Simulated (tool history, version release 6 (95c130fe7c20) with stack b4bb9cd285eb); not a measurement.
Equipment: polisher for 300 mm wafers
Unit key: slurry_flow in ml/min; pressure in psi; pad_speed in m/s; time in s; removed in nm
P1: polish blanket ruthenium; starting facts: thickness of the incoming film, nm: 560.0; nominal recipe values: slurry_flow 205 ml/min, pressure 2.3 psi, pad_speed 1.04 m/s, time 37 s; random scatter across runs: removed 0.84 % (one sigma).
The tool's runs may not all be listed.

run   hour  slurry_flow  pressure  pad_speed  time  wafers polished on this pad  hours since the slurry nozzle was cleaned  hours since the head pressure was calibrated  removed
  1    2.9          205       2.3       1.04    37                          453                                      287.8                                         314.3   58.391
       7.7  -- slurry nozzle cleaned
  2    8.2          205       2.3       1.04    37                          539                                        0.6                                         319.6   58.455
  3   12.3          205       2.3       1.04    37                          606                                        4.7                                         323.7   58.166
  4   15.4          205       2.3       0.50    37                          656                                        7.8                                         326.8   27.836
  5   20.5          205       1.1       1.04    37                          739                                       12.9                                         331.9   27.518
  6   24.8          205       2.3       1.04    18                          809                                       17.2                                         336.2   28.203
  7   29.6          205       3.6       1.04    37                          887                                       22.0                                         341.0   90.987
  8   34.0          205       2.3       0.68    21                          958                                       26.4                                         345.4   21.191
  9   37.4          280       2.3       1.04    37                         1013                                       29.8                                         348.8   60.525
 10   42.5          205       2.3       1.04    53                         1096                                       34.9                                         353.9   83.703
 11   46.8          205       3.2       1.38    37                         1166                                       39.2                                         358.2  107.500
 12   51.2          205       2.3       1.04    37                         1237                                       43.6                                         362.6   58.062
 13   55.6          125       2.3       1.04    37                         1309                                       48.0                                         367.0   53.807
 14   61.9          205       2.3       1.04    37                         1411                                       54.3                                         373.3   58.521
 15   65.5          315       2.3       1.04    27                         1470                                       57.9                                         376.9   44.804
 16   71.3          205       2.3       1.58    37                         1564                                       63.7                                         382.7   88.728
 17   75.5          205       2.3       1.04    37                         1632                                       67.9                                         386.9   57.418
 18   79.8          205       2.3       1.04    37                         1702                                       72.2                                         391.2   57.602
 19   83.0          205       2.3       1.04    37                         1754                                       75.4                                         394.4   56.403
 20   87.9          205       2.3       1.04    37                         1834                                       80.3                                         399.3   56.124
 21   93.3          205       2.3       1.04    37                         1921                                       85.7                                         404.7   54.537
 22   97.9          205       2.3       1.04    37                         1996                                       90.3                                         409.3   55.220
 23  103.2          205       2.3       1.04    37                         2082                                       95.6                                         414.6   54.576
 24  106.1          205       2.3       1.04    37                         2129                                       98.5                                         417.5   55.301
     107.7  -- head pressure recalibrated
 25  111.5          205       2.3       1.04    37                         2217                                      103.9                                           3.8   54.975
 26  116.3          205       2.3       1.04    37                         2295                                      108.7                                           8.6   54.793
 27  120.2          205       2.3       1.04    37                         2358                                      112.6                                          12.5   55.286

Compared with where it was, what P1 gives has crept away. Each cause listed below fits the log as well as the rest, at the size given for it:
A: slurry flow missing at the pad, % = 34
B: removal rate lost through wear of the pad, % = 6.37
Onset of the creep was near hour 75.5.
Excluded causes, each with its reason:
head's pressure below its setpoint, %: maintenance at hour 107.7, after the shift began, did not return the process to its former output

The 4 check runs listed below each average the results of 3 wafers, and their outcomes are marked with question marks. Under which run would the listed causes produce clearly different results?
check 1  124.1          205       3.1       1.04    37                                                                                                                              ?
check 2  124.1          125       2.3       1.04    37                                                                                                                              ?
check 3  124.1          205       2.3       0.82    37                                                                                                                              ?
check 4  124.1          205       2.8       1.04    22                                                                                                                              ?

Expected result of each check under each candidate cause:
  check   result    if A    if B
check 1  removed  73.609  73.613
check 2  removed  48.493  50.339
check 3  removed  43.060  43.063
check 4  removed  39.532  39.534
Per check, the gap between the least separated pair of causes, taken in the result that splits them most: check 1 0.01 %; check 2 3.74 %; check 3 0.01 %; check 4 0.01 %
Of the check runs offered, only check 2 discriminates between the causes; the rest would read about the same regardless of which cause applies.

The results of check 2 are: removed 50.524 nm. Based on these, which of the listed causes is it?

The cause is B: removal rate lost through wear of the pad, %.
